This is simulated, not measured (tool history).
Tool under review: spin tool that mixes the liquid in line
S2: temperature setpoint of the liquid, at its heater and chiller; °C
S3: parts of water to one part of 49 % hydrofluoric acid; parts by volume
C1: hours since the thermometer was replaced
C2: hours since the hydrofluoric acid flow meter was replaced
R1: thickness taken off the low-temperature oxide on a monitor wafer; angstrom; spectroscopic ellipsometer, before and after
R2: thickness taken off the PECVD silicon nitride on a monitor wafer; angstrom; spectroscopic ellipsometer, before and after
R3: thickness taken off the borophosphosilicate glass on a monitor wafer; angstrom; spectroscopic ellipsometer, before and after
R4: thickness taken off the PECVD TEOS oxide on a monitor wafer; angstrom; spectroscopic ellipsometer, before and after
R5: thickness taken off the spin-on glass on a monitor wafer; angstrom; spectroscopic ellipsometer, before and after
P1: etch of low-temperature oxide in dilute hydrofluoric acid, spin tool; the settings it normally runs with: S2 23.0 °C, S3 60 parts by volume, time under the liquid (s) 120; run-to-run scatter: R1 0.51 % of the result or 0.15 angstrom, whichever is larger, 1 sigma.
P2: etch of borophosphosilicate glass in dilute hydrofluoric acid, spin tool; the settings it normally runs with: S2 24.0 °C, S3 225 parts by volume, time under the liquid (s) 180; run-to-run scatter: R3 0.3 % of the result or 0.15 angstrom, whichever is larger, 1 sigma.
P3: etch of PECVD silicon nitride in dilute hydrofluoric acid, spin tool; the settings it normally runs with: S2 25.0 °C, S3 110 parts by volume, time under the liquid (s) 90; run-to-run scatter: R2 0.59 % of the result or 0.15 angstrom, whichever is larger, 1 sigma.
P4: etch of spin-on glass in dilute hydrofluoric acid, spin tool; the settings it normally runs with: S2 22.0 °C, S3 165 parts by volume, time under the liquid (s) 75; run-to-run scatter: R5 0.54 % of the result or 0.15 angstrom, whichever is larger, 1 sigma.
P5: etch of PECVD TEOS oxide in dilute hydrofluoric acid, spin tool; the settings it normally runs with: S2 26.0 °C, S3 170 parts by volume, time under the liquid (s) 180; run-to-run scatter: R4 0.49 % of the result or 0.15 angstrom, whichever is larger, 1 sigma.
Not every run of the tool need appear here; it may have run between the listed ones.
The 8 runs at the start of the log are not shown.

{"run": 9, "hour": 35.9, "process that ran": "P1", "S2": 29.0, "S3": 60, "time under the liquid (s)": 225, "C1": 356.5, "C2": 1457.4, "R1": 663.13}
{"run": 10, "hour": 39.5, "process that ran": "P1", "S2": 28.0, "S3": 60, "time under the liquid (s)": 120, "C1": 360.1, "C2": 1461.0, "R1": 344.11}
{"run": 11, "hour": 45.0, "process that ran": "P5", "S2": 18.5, "S3": 170, "time under the liquid (s)": 180, "C1": 365.6, "C2": 1466.5, "R4": 66.63}
{"run": 12, "hour": 48.2, "process that ran": "P2", "S2": 28.5, "S3": 225, "time under the liquid (s)": 180, "C1": 368.8, "C2": 1469.7, "R3": 361.1}
{"run": 13, "hour": 53.3, "process that ran": "P1", "S2": 23.0, "S3": 60, "time under the liquid (s)": 200, "C1": 373.9, "C2": 1474.8, "R1": 466.22}
{"run": 14, "hour": 56.7, "process that ran": "P2", "S2": 24.0, "S3": 55, "time under the liquid (s)": 180, "C1": 377.3, "C2": 1478.2, "R3": 1536.5}
{"run": 15, "hour": 62.0, "process that ran": "P4", "S2": 22.0, "S3": 165, "time under the liquid (s)": 75, "C1": 382.6, "C2": 1483.5, "R5": 130.25}
{"run": 16, "hour": 64.9, "process that ran": "P4", "S2": 17.0, "S3": 165, "time under the liquid (s)": 75, "C1": 385.5, "C2": 1486.4, "R5": 106.51}
{"hour": 65.1, "done": "hydrofluoric acid flow meter replaced"}
{"run": 17, "hour": 67.7, "process that ran": "P4", "S2": 22.0, "S3": 225, "time under the liquid (s)": 75, "C1": 388.3, "C2": 2.6, "R5": 88.562}
{"run": 18, "hour": 72.8, "process that ran": "P2", "S2": 24.0, "S3": 225, "time under the liquid (s)": 15, "C1": 393.4, "C2": 7.7, "R3": 25.55}
{"run": 19, "hour": 75.4, "process that ran": "P4", "S2": 22.0, "S3": 165, "time under the liquid (s)": 75, "C1": 396.0, "C2": 10.3, "R5": 129.95}
{"run": 20, "hour": 79.7, "process that ran": "P5", "S2": 26.0, "S3": 170, "time under the liquid (s)": 180, "C1": 400.3, "C2": 14.6, "R4": 88.675}
{"run": 21, "hour": 84.0, "process that ran": "P3", "S2": 30.5, "S3": 110, "time under the liquid (s)": 90, "C1": 404.6, "C2": 18.9, "R2": 65.31}
{"run": 22, "hour": 89.3, "process that ran": "P1", "S2": 23.0, "S3": 60, "time under the liquid (s)": 120, "C1": 409.9, "C2": 24.2, "R1": 280.73}
{"run": 23, "hour": 94.4, "process that ran": "P3", "S2": 25.0, "S3": 155, "time under the liquid (s)": 90, "C1": 415.0, "C2": 29.3, "R2": 32.495}
{"hour": 97.1, "done": "thermometer replaced"}
{"run": 24, "hour": 98.1, "process that ran": "P3", "S2": 25.0, "S3": 110, "time under the liquid (s)": 90, "C1": 1.0, "C2": 33.0, "R2": 46.083}
{"run": 25, "hour": 101.7, "process that ran": "P1", "S2": 23.0, "S3": 60, "time under the liquid (s)": 120, "C1": 4.6, "C2": 36.6, "R1": 278.15}
{"run": 26, "hour": 105.8, "process that ran": "P5", "S2": 26.0, "S3": 170, "time under the liquid (s)": 295, "C1": 8.7, "C2": 40.7, "R4": 146.91}
{"run": 27, "hour": 109.1, "process that ran": "P1", "S2": 23.0, "S3": 60, "time under the liquid (s)": 120, "C1": 12.0, "C2": 44.0, "R1": 281.15}
{"run": 28, "hour": 113.7, "process that ran": "P4", "S2": 22.0, "S3": 165, "time under the liquid (s)": 130, "C1": 16.6, "C2": 48.6, "R5": 224.46}

Run 29, settings as shown, results not yet in. Your forecast:
{"run": 29, "hour": 118.7, "process that ran": "P1", "S2": 23.0, "S3": 60, "time under the liquid (s)": 120, "C1": 21.6, "C2": 53.6, "R1": "?"}

{"run 29": {"R1": 278.56}}
